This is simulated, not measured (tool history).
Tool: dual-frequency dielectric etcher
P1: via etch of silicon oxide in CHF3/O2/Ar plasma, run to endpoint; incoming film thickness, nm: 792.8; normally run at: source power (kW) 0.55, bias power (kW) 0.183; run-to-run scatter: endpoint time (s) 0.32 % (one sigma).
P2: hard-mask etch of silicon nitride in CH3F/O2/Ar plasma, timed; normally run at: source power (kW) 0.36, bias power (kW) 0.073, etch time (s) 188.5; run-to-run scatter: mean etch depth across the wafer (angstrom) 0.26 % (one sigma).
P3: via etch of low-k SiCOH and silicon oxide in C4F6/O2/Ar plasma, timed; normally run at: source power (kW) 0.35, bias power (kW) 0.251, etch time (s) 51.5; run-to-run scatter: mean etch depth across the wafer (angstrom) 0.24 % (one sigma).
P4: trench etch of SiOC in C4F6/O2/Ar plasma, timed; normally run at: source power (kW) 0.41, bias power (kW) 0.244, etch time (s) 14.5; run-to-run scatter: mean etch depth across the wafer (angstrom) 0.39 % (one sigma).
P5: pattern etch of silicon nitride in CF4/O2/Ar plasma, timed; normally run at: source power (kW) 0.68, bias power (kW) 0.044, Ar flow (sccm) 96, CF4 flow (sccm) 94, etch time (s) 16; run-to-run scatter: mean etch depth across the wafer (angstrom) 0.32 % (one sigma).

run,hour,process that ran,source power (kW),bias power (kW),etch time (s),Ar flow (sccm),CF4 flow (sccm),hours since the last wet clean,hours since the last source power generator calibration,hours since the last bias power generator calibration,endpoint time (s),mean etch depth across the wafer (angstrom)
1,4.8,P1,0.55,0.183,,,,133.8,1313.9,400.4,411.1,
2,11.3,P1,0.7,0.183,,,,140.3,1320.4,406.9,372.23,
3,16.3,P2,0.36,0.073,106.5,,,145.3,1325.4,411.9,,733.48
4,23.7,P5,0.68,0.044,16,96,94,152.7,1332.8,419.3,,381.74
5,31.8,P3,0.35,0.251,63.5,,,160.8,1340.9,427.4,,1799.6
# hour 35: source power generator calibrated
6,39.1,P2,0.5,0.073,188.5,,,168.1,4.2,434.7,,1463.8
7,48.6,P5,0.68,0.044,16,96,94,177.6,13.7,444.2,,382.18
8,53.9,P3,0.27,0.251,51.5,,,182.9,19,449.5,,1321.8
9,59.8,P1,0.41,0.183,,,,188.8,24.9,455.4,459.77,
10,68.7,P1,0.55,0.116,,,,197.7,33.8,464.3,476.57,
11,77.4,P2,0.36,0.046,188.5,,,206.4,42.5,473,,1113.5
12,81.8,P4,0.57,0.244,14.5,,,210.8,46.9,477.4,,379.03
# hour 83: bias power generator calibrated
13,87.6,P5,0.68,0.044,16,96,63,216.6,52.7,4.6,,358.38
14,94,P1,0.55,0.183,,,,223,59.1,11,412.39,
15,101.7,P1,0.55,0.183,,,,230.7,66.8,18.7,409.96,
16,109.3,P1,0.55,0.22,,,,238.3,74.4,26.3,386.17,
17,117.8,P1,0.75,0.214,,,,246.8,82.9,34.8,344.29,
18,122.8,P2,0.36,0.073,188.5,,,251.8,87.9,39.8,,1297.6
19,127.2,P1,0.55,0.183,,,,256.2,92.3,44.2,411.66,
20,132,P1,0.41,0.139,,,,261,97.1,49,505.55,
21,139.3,P3,0.35,0.251,51.5,,,268.3,104.4,56.3,,1465.4
22,146.7,P5,0.96,0.044,16,96,94,275.7,111.8,63.7,,514.81
23,156.2,P4,0.41,0.244,8,,,285.2,121.3,73.2,,185.12
24,165.1,P5,0.68,0.044,16,56,94,294.1,130.2,82.1,,407.96
25,171.6,P3,0.35,0.349,51.5,,,300.6,136.7,88.6,,1643.1
26,177.8,P3,0.35,0.251,51.5,,,306.8,142.9,94.8,,1463.9
27,185.4,P2,0.36,0.073,188.5,,,314.4,150.5,102.4,,1289.2
28,194,P4,0.41,0.244,14.5,,,323,159.1,111,,333.59
29,202.3,P5,0.68,0.029,16,96,94,331.3,167.4,119.3,,331.46
30,207.4,P1,0.72,0.112,,,,336.4,172.5,124.4,433.16,
31,216.7,P5,0.68,0.044,12,96,94,345.7,181.8,133.7,,285.27
32,224.3,P4,0.41,0.176,14.5,,,353.3,189.4,141.3,,300.4
33,231.8,P1,0.55,0.183,,,,360.8,196.9,148.8,410.88,
34,240.7,P1,0.55,0.183,,,,369.7,205.8,157.7,414.05,
35,249.8,P1,0.55,0.183,,,,378.8,214.9,166.8,413.39,
36,257.4,P1,0.55,0.183,,,,386.4,222.5,174.4,415.32,
# hour 261.7: wet clean of the chamber
37,265.4,P1,0.55,0.183,,,,3.7,230.5,182.4,415.25,
38,273,P1,0.55,0.183,,,,11.3,238.1,190,416.43,
39,283,P1,0.55,0.183,,,,21.3,248.1,200,420.09,
40,290.2,P1,0.55,0.183,,,,28.5,255.3,207.2,417.8,

What P1 gives has crept away from where it was. These 2 causes fit the log equally well, each at the size given:
A: source power that arrives under what is set, % = 4.07
B: bias power that arrives under what is set, % = 4.58
The creep began at about hour 240.7.
Why every other cause is out:
chamber walls in a state that lowers the etch rate, %: serviced at hour 261.7, which brought nothing back

4 check runs are offered, each on 2 wafers whose results are averaged, their results left as question marks. Which one tells the causes apart?
check 1,297.4,P4,0.41,0.189,14.5,,,,,,,?
check 2,297.4,P3,0.35,0.348,51.5,,,,,,,?
check 3,297.4,P2,0.5,0.073,153.5,,,,,,,?
check 4,297.4,P5,0.68,0.031,16,96,77,,,,,?

What each check would give under each cause:
check,result,if A,if B
check 1,mean etch depth across the wafer (angstrom),301.29,301.66
check 2,mean etch depth across the wafer (angstrom),1615.5,1613.4
check 3,mean etch depth across the wafer (angstrom),1175,1175.1
check 4,mean etch depth across the wafer (angstrom),316.38,323.13
How far apart the two closest causes lie, in the result that separates them most: check 1 0.12 %; check 2 0.13 %; check 3 0 %; check 4 2.11 %
Only check 4 tells the causes apart: in the others they would give nearly the same result.

Check 4 was then run and gave: mean etch depth across the wafer (angstrom) 316.51. Which cause is it?

It is A: source power that arrives under what is set, %.

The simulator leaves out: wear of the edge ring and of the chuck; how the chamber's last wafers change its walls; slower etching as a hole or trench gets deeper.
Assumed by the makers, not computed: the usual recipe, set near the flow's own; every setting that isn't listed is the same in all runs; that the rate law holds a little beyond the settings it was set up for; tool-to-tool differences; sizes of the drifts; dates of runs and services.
